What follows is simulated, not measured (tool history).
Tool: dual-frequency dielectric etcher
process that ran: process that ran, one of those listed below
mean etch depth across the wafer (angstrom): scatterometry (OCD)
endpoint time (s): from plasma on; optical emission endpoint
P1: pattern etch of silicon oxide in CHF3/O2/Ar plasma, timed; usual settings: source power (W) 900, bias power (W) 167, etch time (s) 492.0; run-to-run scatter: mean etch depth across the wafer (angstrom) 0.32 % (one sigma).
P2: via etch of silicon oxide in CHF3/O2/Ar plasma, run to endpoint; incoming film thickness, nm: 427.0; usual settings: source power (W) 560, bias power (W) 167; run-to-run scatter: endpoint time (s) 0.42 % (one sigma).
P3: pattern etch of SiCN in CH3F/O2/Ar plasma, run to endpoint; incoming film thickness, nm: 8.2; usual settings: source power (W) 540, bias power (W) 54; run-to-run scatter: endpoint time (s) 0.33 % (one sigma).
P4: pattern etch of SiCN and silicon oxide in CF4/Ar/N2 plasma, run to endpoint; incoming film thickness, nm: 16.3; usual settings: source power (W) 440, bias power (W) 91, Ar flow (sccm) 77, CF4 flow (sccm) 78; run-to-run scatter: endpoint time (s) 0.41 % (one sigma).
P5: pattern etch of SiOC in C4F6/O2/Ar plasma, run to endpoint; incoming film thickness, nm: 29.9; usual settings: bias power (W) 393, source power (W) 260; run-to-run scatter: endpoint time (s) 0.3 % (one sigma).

| run | hour | process that ran | source power (W) | bias power (W) | etch time (s) | Ar flow (sccm) | CF4 flow (sccm) | mean etch depth across the wafer (angstrom) | endpoint time (s) |
|---|---|---|---|---|---|---|---|---|---|
| 1 | 11.6 | P1 | 900 | 167 | 492.0 |  |  | 11014.0 |  |
| 2 | 22.2 | P2 | 330 | 167 |  |  |  |  | 270.950 |
| 3 | 28.7 | P5 | 170 | 393 |  |  |  |  | 15.032 |
| 4 | 35.4 | P1 | 900 | 167 | 492.0 |  |  | 10990.0 |  |
| 5 | 44.6 | P4 | 440 | 118 |  | 77 | 78 |  | 15.050 |
| 6 | 55.1 | P4 | 440 | 91 |  | 57 | 78 |  | 15.826 |
| 7 | 60.9 | P5 | 260 | 393 |  |  |  |  | 12.932 |
| 8 | 67.7 | P3 | 540 | 54 |  |  |  |  | 20.962 |
| 9 | 76.1 | P1 | 900 | 167 | 270.5 |  |  | 6045.6 |  |
| 10 | 82.7 | P4 | 520 | 91 |  | 77 | 78 |  | 14.105 |
| 11 | 94.4 | P5 | 260 | 269 |  |  |  |  | 14.752 |
| 12 | 102.6 | P1 | 900 | 167 | 492.0 |  |  | 10967.0 |  |
| 13 | 109.0 | P3 | 540 | 69 |  |  |  |  | 19.399 |
| 14 | 115.8 | P1 | 900 | 167 | 621.0 |  |  | 13863.0 |  |
| 15 | 124.8 | P1 | 900 | 119 | 716.5 |  |  | 14351.0 |  |
| 16 | 131.2 | P1 | 750 | 167 | 693.0 |  |  | 14415.0 |  |
| 17 | 140.0 | P1 | 1170 | 167 | 492.0 |  |  | 12114.0 |  |
| 18 | 150.8 | P1 | 900 | 167 | 492.0 |  |  | 11013.0 |  |
| 19 | 158.7 | P3 | 340 | 54 |  |  |  |  | 25.134 |
| 20 | 165.0 | P1 | 900 | 167 | 492.0 |  |  | 10977.0 |  |
| 21 | 177.7 | P1 | 900 | 97 | 492.0 |  |  | 9284.7 |  |
| 22 | 184.4 | P4 | 440 | 91 |  | 77 | 106 |  | 15.724 |
| 23 | 196.0 | P4 | 440 | 91 |  | 77 | 78 |  | 16.240 |
| 24 | 206.9 | P2 | 560 | 216 |  |  |  |  | 203.500 |
| 25 | 216.4 | P1 | 900 | 167 | 492.0 |  |  | 10964.0 |  |
| 26 | 224.9 | P1 | 900 | 132 | 276.5 |  |  | 5709.4 |  |
| 27 | 237.1 | P1 | 900 | 229 | 492.0 |  |  | 12140.0 |  |
| 28 | 247.0 | P2 | 560 | 167 |  |  |  |  | 222.030 |
| 29 | 258.5 | P4 | 440 | 91 |  | 77 | 78 |  | 16.320 |
| 30 | 264.9 | P1 | 600 | 167 | 492.0 |  |  | 9341.5 |  |
| 31 | 274.4 | P1 | 900 | 167 | 492.0 |  |  | 10994.0 |  |
| 32 | 284.8 | P1 | 900 | 167 | 492.0 |  |  | 10961.0 |  |
| 33 | 295.0 | P1 | 900 | 167 | 492.0 |  |  | 10801.0 |  |
| 34 | 302.7 | P1 | 900 | 167 | 492.0 |  |  | 10733.0 |  |
| 35 | 308.9 | P1 | 900 | 167 | 492.0 |  |  | 10830.0 |  |
|  | 309.1 | wet clean of the chamber |
| 36 | 320.2 | P1 | 900 | 167 | 492.0 |  |  | 10770.0 |  |
| 37 | 332.9 | P1 | 900 | 167 | 492.0 |  |  | 10787.0 |  |
| 38 | 343.6 | P1 | 900 | 167 | 492.0 |  |  | 10838.0 |  |

What P1 gives has crept away from where it was. These 2 causes fit the log equally well, each at the size given:
A: source power that arrives under what is set, % = 4.06
B: bias power that arrives under what is set, % = 4.91
The creep began at about hour 284.8.
Why every other cause is out:
chamber walls in a state that lowers the etch rate, %: serviced at hour 309.1, which brought nothing back

4 check runs are offered, each on 3 wafers whose results are averaged, their results left as question marks. Which one tells the causes apart?
| check 1 | 354.3 | P3 | 540 | 67 |  |  |  |  | ? |
| check 2 | 354.3 | P4 | 440 | 91 |  | 65 | 78 |  | ? |
| check 3 | 354.3 | P5 | 190 | 279 |  |  |  |  | ? |
| check 4 | 354.3 | P2 | 420 | 197 |  |  |  |  | ? |

What each check would give under each cause:
| check | result | if A | if B |
|---|---|---|---|
| check 1 | endpoint time (s) | 19.849 | 19.874 |
| check 2 | endpoint time (s) | 16.620 | 16.289 |
| check 3 | endpoint time (s) | 16.632 | 16.670 |
| check 4 | endpoint time (s) | 237.460 | 237.910 |
How far apart the two closest causes lie, in the result that separates them most: check 1 0.12 %; check 2 2.01 %; check 3 0.23 %; check 4 0.19 %
Only check 2 tells the causes apart: in the others they would give nearly the same result.

Then check 2 was run and gave: endpoint time (s) 16.346. Which cause is it?

It is B: bias power that arrives under what is set, %.
